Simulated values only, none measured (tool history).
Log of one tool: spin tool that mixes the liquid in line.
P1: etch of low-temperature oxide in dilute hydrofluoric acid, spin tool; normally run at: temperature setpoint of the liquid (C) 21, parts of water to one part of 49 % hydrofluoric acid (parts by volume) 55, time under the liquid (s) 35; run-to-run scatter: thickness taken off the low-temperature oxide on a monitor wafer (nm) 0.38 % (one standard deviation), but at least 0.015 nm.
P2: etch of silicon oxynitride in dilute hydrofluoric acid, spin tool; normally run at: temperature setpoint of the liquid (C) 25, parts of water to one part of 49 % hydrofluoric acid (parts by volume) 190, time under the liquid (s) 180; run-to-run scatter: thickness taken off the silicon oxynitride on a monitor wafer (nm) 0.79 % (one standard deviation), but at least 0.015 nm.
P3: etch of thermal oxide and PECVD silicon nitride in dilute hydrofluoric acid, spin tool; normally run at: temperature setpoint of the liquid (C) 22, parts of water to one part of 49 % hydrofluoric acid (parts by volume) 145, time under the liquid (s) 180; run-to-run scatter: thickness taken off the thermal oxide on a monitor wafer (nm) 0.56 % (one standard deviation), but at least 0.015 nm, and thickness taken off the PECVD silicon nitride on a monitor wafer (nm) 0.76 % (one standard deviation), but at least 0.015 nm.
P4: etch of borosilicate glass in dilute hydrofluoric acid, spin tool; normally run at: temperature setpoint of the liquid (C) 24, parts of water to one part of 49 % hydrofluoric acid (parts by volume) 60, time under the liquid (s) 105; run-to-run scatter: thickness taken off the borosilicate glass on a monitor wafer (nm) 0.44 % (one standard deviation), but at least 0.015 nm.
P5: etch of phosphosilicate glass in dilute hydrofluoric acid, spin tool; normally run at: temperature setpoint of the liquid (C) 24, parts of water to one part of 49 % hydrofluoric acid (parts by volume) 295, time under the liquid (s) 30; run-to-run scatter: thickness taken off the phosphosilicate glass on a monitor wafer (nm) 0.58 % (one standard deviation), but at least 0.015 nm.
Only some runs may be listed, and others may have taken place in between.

run	day	process that ran	temperature setpoint of the liquid (C)	parts of water to one part of 49 % hydrofluoric acid (parts by volume)	time under the liquid (s)	hours since the thermometer was replaced	hours since the hydrofluoric acid flow meter was replaced	thickness taken off the low-temperature oxide on a monitor wafer (nm)	thickness taken off the thermal oxide on a monitor wafer (nm)	thickness taken off the PECVD silicon nitride on a monitor wafer (nm)	thickness taken off the phosphosilicate glass on a monitor wafer (nm)	thickness taken off the borosilicate glass on a monitor wafer (nm)	thickness taken off the silicon oxynitride on a monitor wafer (nm)
1	0.375	P1	21	55	35	1138.9	248.5	7.8526					
2	0.738	P3	22	145	180	1147.6	257.2		5.1823	3.0025			
3	1.121	P1	26.5	55	35	1156.8	266.4	9.755					
4	1.562	P1	21	55	35	1167.4	277	7.7708					
5	2.138	P5	24	295	30	1181.2	290.8				7.045		
6	2.579	P4	28	60	105	1191.8	301.4					40.74	
7	2.925	P1	21	85	35	1200.1	309.7	4.9025					
8	3.379	P4	24	60	105	1211	320.6					34.415	
9	3.762	P2	25	260	180	1220.2	329.8						1.828
10	4.067	P2	25	190	180	1227.5	337.1						2.6804
11	4.729	P2	25	190	80	1243.4	353						1.1928
12	5.096	P3	22	70	180	1252.2	361.8		11.742	6.1324			
13	5.408	P1	21	20	35	1259.7	369.3	22.273					
14	5.888	P2	25	190	180	1271.2	380.8						2.6953
15	6.404	P4	24	110	105	1283.6	393.2					17.845	
16	6.942	P1	17	55	35	1296.5	406.1	6.5963					
17	7.283	P3	22	145	320	1304.7	414.3		9.1617	5.3785			
18	7.712	P1	21	55	65	1315	424.6	14.474					
19	8.258	P5	24	45	30	1328.1	437.7				61.149		
20	8.754	P1	21	55	20	1340	449.6	4.4693					
21	9.158	P1	21	80	15	1349.7	459.3	2.2414					
22	9.804	P5	32.5	295	30	1365.2	474.8				9.2275		
23	10.15	P1	21	55	35	1373.5	483.1	7.7844					
24	10.638	P2	17.5	190	180	1385.2	494.8						1.8586

What does the tool deliver on the next run?
25	10.946	P1	21	55	35	1392.6	502.2	?					

Run 25 yielded thickness taken off the low-temperature oxide on a monitor wafer (nm) 7.8626.
